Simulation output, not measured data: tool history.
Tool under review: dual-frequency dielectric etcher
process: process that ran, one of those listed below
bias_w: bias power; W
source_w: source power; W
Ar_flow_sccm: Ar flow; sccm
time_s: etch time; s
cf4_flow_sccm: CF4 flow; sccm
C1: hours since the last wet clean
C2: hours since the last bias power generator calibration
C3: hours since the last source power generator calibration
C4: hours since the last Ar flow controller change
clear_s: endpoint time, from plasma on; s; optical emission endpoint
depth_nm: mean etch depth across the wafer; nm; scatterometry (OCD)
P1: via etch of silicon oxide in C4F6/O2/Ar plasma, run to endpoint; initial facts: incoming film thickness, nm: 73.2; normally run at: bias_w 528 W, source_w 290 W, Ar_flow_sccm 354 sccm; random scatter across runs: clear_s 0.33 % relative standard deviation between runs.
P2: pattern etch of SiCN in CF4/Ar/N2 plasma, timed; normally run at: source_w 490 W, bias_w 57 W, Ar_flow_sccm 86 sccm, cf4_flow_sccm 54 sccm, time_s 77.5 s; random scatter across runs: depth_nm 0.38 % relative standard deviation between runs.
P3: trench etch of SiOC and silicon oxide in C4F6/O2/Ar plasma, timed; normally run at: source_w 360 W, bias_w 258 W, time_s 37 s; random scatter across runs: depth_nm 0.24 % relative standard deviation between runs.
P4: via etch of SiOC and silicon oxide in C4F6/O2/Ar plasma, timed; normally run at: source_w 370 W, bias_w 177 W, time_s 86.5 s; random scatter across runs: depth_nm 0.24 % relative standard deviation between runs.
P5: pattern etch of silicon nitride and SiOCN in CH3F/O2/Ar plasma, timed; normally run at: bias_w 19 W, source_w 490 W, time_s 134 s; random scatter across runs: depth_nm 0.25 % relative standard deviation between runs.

Run 1, day 0.554: process P1, bias_w 528 W, source_w 290 W, Ar_flow_sccm 354 sccm; C1 373.6; C2 1396.3; C3 1224.2; C4 2413. Result: clear_s 18.065 s.
Run 2, day 1.233: process P4, bias_w 177 W, source_w 370 W, time_s 86.5 s; C1 389.9; C2 1412.6; C3 1240.5; C4 2429.3. Result: depth_nm 93.605 nm.
Run 3, day 1.554: process P1, bias_w 689 W, source_w 290 W, Ar_flow_sccm 354 sccm; C1 397.6; C2 1420.3; C3 1248.2; C4 2437. Result: clear_s 16.309 s.
Run 4, day 2.2: process P2, bias_w 57 W, source_w 350 W, Ar_flow_sccm 86 sccm, time_s 77.5 s, cf4_flow_sccm 54 sccm; C1 413.1; C2 1435.8; C3 1263.7; C4 2452.5. Result: depth_nm 47.662 nm.
Run 5, day 2.812: process P1, bias_w 528 W, source_w 290 W, Ar_flow_sccm 354 sccm; C1 427.8; C2 1450.5; C3 1278.4; C4 2467.2. Result: clear_s 18.179 s.
Run 6, day 3.375: process P5, bias_w 19 W, source_w 650 W, time_s 134 s; C1 441.3; C2 1464; C3 1291.9; C4 2480.7. Result: depth_nm 20.002 nm.
Run 7, day 3.804: process P2, bias_w 75 W, source_w 490 W, Ar_flow_sccm 86 sccm, time_s 77.5 s, cf4_flow_sccm 54 sccm; C1 451.6; C2 1474.3; C3 1302.2; C4 2491. Result: depth_nm 71.089 nm.
Run 8, day 4.138: process P3, bias_w 258 W, source_w 220 W, time_s 37 s; C1 459.6; C2 1482.3; C3 1310.2; C4 2499. Result: depth_nm 66.144 nm.
Run 9, day 4.608: process P1, bias_w 528 W, source_w 290 W, Ar_flow_sccm 354 sccm; C1 470.9; C2 1493.6; C3 1321.5; C4 2510.3. Result: clear_s 18.201 s.
Run 10, day 5.088: process P4, bias_w 177 W, source_w 370 W, time_s 86.5 s; C1 482.4; C2 1505.1; C3 1333; C4 2521.8. Result: depth_nm 93.851 nm.
At day 5.138: wet clean of the chamber.
Run 11, day 5.75: process P4, bias_w 108 W, source_w 370 W, time_s 86.5 s; C1 14.8; C2 1521; C3 1348.9; C4 2537.7. Result: depth_nm 80.291 nm.
Run 12, day 6.133: process P2, bias_w 57 W, source_w 490 W, Ar_flow_sccm 104 sccm, time_s 77.5 s, cf4_flow_sccm 54 sccm; C1 24; C2 1530.2; C3 1358.1; C4 2546.9. Result: depth_nm 62.267 nm.
Run 13, day 6.458: process P4, bias_w 177 W, source_w 230 W, time_s 86.5 s; C1 31.8; C2 1538; C3 1365.9; C4 2554.7. Result: depth_nm 78.045 nm.
Run 14, day 7.025: process P1, bias_w 528 W, source_w 290 W, Ar_flow_sccm 354 sccm; C1 45.4; C2 1551.6; C3 1379.5; C4 2568.3. Result: clear_s 18.16 s.
Run 15, day 7.396: process P2, bias_w 57 W, source_w 490 W, Ar_flow_sccm 86 sccm, time_s 53.5 s, cf4_flow_sccm 54 sccm; C1 54.3; C2 1560.5; C3 1388.4; C4 2577.2. Result: depth_nm 44.366 nm.
Run 16, day 8.067: process P5, bias_w 19 W, source_w 490 W, time_s 166 s; C1 70.4; C2 1576.6; C3 1404.5; C4 2593.3. Result: depth_nm 22.445 nm.
Run 17, day 8.429: process P3, bias_w 258 W, source_w 360 W, time_s 48.5 s; C1 79.1; C2 1585.3; C3 1413.2; C4 2602. Result: depth_nm 104.62 nm.
Run 18, day 9.1: process P3, bias_w 178 W, source_w 360 W, time_s 37 s; C1 95.2; C2 1601.4; C3 1429.3; C4 2618.1. Result: depth_nm 70.688 nm.
Run 19, day 9.8: process P4, bias_w 177 W, source_w 370 W, time_s 111.5 s; C1 112; C2 1618.2; C3 1446.1; C4 2634.9. Result: depth_nm 120.63 nm.
Run 20, day 10.308: process P1, bias_w 528 W, source_w 290 W, Ar_flow_sccm 482 sccm; C1 124.2; C2 1630.4; C3 1458.3; C4 2647.1. Result: clear_s 18.751 s.
Run 21, day 10.679: process P1, bias_w 528 W, source_w 240 W, Ar_flow_sccm 354 sccm; C1 133.1; C2 1639.3; C3 1467.2; C4 2656. Result: clear_s 19.488 s.
Run 22, day 11.054: process P1, bias_w 528 W, source_w 290 W, Ar_flow_sccm 354 sccm; C1 142.1; C2 1648.3; C3 1476.2; C4 2665. Result: clear_s 18.06 s.
Run 23, day 11.546: process P2, bias_w 57 W, source_w 490 W, Ar_flow_sccm 86 sccm, time_s 77.5 s, cf4_flow_sccm 54 sccm; C1 153.9; C2 1660.1; C3 1488; C4 2676.8. Result: depth_nm 64.278 nm.

Run 24, settings as shown, results not yet in. Your forecast:
Run 24, day 11.942: process P5, bias_w 19 W, source_w 490 W, time_s 134 s; C1 163.4; C2 1669.6; C3 1497.5; C4 2686.3. Result: depth_nm ?.

Run 24 produced depth_nm 18.033 nm.
